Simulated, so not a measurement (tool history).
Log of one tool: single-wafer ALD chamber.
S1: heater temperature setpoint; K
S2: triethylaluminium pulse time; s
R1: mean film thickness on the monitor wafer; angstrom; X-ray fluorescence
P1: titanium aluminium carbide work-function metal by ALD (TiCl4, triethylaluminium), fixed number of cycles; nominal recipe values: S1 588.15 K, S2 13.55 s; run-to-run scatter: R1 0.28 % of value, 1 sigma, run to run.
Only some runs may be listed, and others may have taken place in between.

run,day,S1,S2,R1
1,0.279,588.15,13.55,22.346
2,0.754,588.15,13.55,22.270
3,1.150,588.15,13.55,22.264
4,1.567,606.15,19.56,24.209
5,2.017,588.15,9.12,21.493
6,2.412,588.15,19.22,22.399
7,2.833,605.15,13.55,23.871
8,3.146,604.15,21.30,23.941
9,3.383,564.15,13.55,20.185
10,3.800,588.15,13.55,22.311
11,4.246,604.15,18.40,23.901
12,4.679,588.15,13.55,22.374
13,5.054,588.15,13.55,22.146
14,5.321,588.15,13.55,22.101
15,5.608,588.15,13.55,22.079
16,5.883,588.15,13.55,21.972
17,6.279,588.15,13.55,21.916
18,6.638,588.15,13.55,21.847
19,7.000,588.15,13.55,21.869
20,7.258,588.15,13.55,21.928

What will run 21 give?
21,7.617,588.15,13.55,?

R1: 21.865 angstrom

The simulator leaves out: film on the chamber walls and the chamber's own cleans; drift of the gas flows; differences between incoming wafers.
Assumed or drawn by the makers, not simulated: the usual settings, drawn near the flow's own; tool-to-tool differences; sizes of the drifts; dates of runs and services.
